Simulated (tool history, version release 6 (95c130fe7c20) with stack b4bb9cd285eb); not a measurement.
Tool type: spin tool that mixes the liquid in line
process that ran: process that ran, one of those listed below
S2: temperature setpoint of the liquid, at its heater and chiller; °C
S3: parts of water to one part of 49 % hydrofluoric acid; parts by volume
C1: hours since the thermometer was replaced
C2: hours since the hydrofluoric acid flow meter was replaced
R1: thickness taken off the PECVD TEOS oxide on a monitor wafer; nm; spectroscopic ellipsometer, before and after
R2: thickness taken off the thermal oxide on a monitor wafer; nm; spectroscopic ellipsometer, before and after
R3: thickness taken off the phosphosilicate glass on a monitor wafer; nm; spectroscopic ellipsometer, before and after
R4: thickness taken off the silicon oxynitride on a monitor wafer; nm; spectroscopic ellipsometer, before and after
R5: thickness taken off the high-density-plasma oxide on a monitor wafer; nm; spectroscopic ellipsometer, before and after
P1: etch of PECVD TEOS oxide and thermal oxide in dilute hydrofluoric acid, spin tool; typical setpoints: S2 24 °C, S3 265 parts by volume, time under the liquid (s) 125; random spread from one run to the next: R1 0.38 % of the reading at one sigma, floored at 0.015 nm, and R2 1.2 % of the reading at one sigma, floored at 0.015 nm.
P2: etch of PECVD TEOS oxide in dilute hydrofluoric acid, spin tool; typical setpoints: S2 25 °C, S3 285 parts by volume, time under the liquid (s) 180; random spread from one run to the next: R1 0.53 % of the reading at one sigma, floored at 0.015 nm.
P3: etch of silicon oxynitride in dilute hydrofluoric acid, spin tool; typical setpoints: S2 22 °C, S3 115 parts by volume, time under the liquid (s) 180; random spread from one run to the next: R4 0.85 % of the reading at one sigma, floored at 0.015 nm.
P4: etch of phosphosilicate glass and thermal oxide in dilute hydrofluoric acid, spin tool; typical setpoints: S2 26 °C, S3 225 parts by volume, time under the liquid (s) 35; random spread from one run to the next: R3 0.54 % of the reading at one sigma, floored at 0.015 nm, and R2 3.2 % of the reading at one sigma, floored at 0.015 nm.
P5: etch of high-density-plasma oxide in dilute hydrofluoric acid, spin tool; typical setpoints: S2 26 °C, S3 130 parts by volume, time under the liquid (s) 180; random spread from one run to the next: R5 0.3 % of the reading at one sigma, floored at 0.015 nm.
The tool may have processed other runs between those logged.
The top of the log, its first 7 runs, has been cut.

{"run": 8, "hour": 91.2, "process that ran": "P1", "S2": 24, "S3": 265, "time under the liquid (s)": 125, "C1": 1269.9, "C2": 1014.2, "R1": 7.5255, "R2": 1.8787}
{"run": 9, "hour": 98.0, "process that ran": "P1", "S2": 24, "S3": 265, "time under the liquid (s)": 125, "C1": 1276.7, "C2": 1021, "R1": 7.5513, "R2": 1.8785}
{"run": 10, "hour": 112.9, "process that ran": "P2", "S2": 25, "S3": 515, "time under the liquid (s)": 180, "C1": 1291.6, "C2": 1035.9, "R1": 2.2646}
{"run": 11, "hour": 124.0, "process that ran": "P4", "S2": 26, "S3": 225, "time under the liquid (s)": 35, "C1": 1302.7, "C2": 1047, "R2": 0.7373, "R3": 14.198}
{"run": 12, "hour": 134.4, "process that ran": "P3", "S2": 22, "S3": 115, "time under the liquid (s)": 305, "C1": 1313.1, "C2": 1057.4, "R4": 5.3764}
{"run": 13, "hour": 146.5, "process that ran": "P1", "S2": 24, "S3": 265, "time under the liquid (s)": 235, "C1": 1325.2, "C2": 1069.5, "R1": 14.081, "R2": 3.5337}
{"run": 14, "hour": 158.7, "process that ran": "P4", "S2": 26, "S3": 330, "time under the liquid (s)": 35, "C1": 1337.4, "C2": 1081.7, "R2": 0.42087, "R3": 8.6299}
{"run": 15, "hour": 173.0, "process that ran": "P1", "S2": 31, "S3": 265, "time under the liquid (s)": 125, "C1": 1351.7, "C2": 1096, "R1": 9.4839, "R2": 2.4481}
{"run": 16, "hour": 187.5, "process that ran": "P4", "S2": 26, "S3": 225, "time under the liquid (s)": 35, "C1": 1366.2, "C2": 1110.5, "R2": 0.73344, "R3": 14.126}
{"run": 17, "hour": 202.2, "process that ran": "P1", "S2": 20, "S3": 425, "time under the liquid (s)": 125, "C1": 1380.9, "C2": 1125.2, "R1": 3.5218, "R2": 0.85387}
{"run": 18, "hour": 210.0, "process that ran": "P5", "S2": 26, "S3": 130, "time under the liquid (s)": 180, "C1": 1388.7, "C2": 1133, "R5": 12.487}
{"run": 19, "hour": 218.8, "process that ran": "P2", "S2": 25, "S3": 285, "time under the liquid (s)": 180, "C1": 1397.5, "C2": 1141.8, "R1": 5.032}
{"run": 20, "hour": 233.9, "process that ran": "P1", "S2": 17, "S3": 265, "time under the liquid (s)": 125, "C1": 1412.6, "C2": 1156.9, "R1": 5.8421, "R2": 1.4487}
{"run": 21, "hour": 247.6, "process that ran": "P5", "S2": 26, "S3": 130, "time under the liquid (s)": 180, "C1": 1426.3, "C2": 1170.6, "R5": 12.478}
{"run": 22, "hour": 262.0, "process that ran": "P5", "S2": 26, "S3": 130, "time under the liquid (s)": 360, "C1": 1440.7, "C2": 1185, "R5": 25.012}
{"run": 23, "hour": 270.2, "process that ran": "P1", "S2": 24, "S3": 430, "time under the liquid (s)": 125, "C1": 1448.9, "C2": 1193.2, "R1": 3.9626, "R2": 0.98341}
{"run": 24, "hour": 281.8, "process that ran": "P5", "S2": 26, "S3": 175, "time under the liquid (s)": 180, "C1": 1460.5, "C2": 1204.8, "R5": 8.8179}
{"run": 25, "hour": 289.0, "process that ran": "P1", "S2": 24, "S3": 265, "time under the liquid (s)": 125, "C1": 1467.7, "C2": 1212, "R1": 7.5451, "R2": 1.9381}
{"run": 26, "hour": 303.0, "process that ran": "P1", "S2": 24, "S3": 265, "time under the liquid (s)": 125, "C1": 1481.7, "C2": 1226, "R1": 7.5307, "R2": 1.8573}
{"run": 27, "hour": 312.6, "process that ran": "P1", "S2": 24, "S3": 265, "time under the liquid (s)": 125, "C1": 1491.3, "C2": 1235.6, "R1": 7.5506, "R2": 1.8837}
{"run": 28, "hour": 324.5, "process that ran": "P4", "S2": 26, "S3": 225, "time under the liquid (s)": 15, "C1": 1503.2, "C2": 1247.5, "R2": 0.315, "R3": 5.9641}

Predict the results of run 29:
{"run": 29, "hour": 333.5, "process that ran": "P2", "S2": 25, "S3": 285, "time under the liquid (s)": 15, "C1": 1512.2, "C2": 1256.5, "R1": "?"}

R1: 0.41184 nm
